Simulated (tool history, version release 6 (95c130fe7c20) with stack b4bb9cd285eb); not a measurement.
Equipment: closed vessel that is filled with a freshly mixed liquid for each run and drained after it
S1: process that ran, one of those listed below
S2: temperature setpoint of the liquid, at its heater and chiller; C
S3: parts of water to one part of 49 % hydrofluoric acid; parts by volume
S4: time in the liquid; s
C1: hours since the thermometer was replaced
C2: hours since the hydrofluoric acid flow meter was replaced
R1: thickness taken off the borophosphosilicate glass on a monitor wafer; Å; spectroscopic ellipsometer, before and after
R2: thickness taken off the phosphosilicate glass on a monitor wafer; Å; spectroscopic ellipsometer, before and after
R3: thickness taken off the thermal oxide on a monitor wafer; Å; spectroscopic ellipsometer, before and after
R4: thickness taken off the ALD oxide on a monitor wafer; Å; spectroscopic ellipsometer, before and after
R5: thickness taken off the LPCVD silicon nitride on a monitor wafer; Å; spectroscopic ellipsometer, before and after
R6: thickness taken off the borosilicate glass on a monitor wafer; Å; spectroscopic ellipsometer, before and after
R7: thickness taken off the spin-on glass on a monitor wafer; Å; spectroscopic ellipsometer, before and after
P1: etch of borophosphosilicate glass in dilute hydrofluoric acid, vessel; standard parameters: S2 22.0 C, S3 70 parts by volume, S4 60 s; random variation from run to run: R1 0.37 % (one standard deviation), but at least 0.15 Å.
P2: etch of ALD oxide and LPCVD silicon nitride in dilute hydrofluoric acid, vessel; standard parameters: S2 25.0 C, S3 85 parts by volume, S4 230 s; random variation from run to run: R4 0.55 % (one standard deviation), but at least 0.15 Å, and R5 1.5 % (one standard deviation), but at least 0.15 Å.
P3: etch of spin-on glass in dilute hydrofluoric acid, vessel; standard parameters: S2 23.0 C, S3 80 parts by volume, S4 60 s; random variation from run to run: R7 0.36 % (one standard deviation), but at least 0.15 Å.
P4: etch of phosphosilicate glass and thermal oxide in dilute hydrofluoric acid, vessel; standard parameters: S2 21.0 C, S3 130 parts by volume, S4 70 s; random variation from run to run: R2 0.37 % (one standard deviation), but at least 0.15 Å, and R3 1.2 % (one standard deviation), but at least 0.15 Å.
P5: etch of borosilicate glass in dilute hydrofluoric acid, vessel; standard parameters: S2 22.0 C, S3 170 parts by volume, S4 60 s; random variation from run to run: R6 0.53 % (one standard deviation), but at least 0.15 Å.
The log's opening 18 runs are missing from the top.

run   hour  S1    S2   S3   S4     C1     C2       R1      R2       R3      R4      R5       R6      R7
 19  157.1  P2  25.0   85  230  915.7  715.9                            370.43  15.241
 20  162.2  P4  21.0  130   70  920.8  721.0           498.87  21.7640
 21  167.3  P1  22.0   20   60  925.9  726.1  1151.30
 22  175.7  P1  22.0   70   60  934.3  734.5   311.00
 23  186.4  P5  22.0   60   60  945.0  745.2                                            201.430
 24  193.3  P3  23.0  130   60  951.9  752.1                                                     273.09
 25  201.4  P3  23.0   80   60  960.0  760.2                                                     474.41
 26  208.2  P5  22.0  170   60  966.8  767.0                                             62.290
 27  216.0  P1  22.0   70   60  974.6  774.8   309.56
 28  221.4  P3  17.0   80   60  980.0  780.2                                                     366.82
 29  228.5  P5  22.0  170   30  987.1  787.3                                             31.122

The next listed run, before its measurement:
 30  238.1  P1  22.0  70  60  996.7  796.9   ?

Run 30 gave R1 309.95 Å.
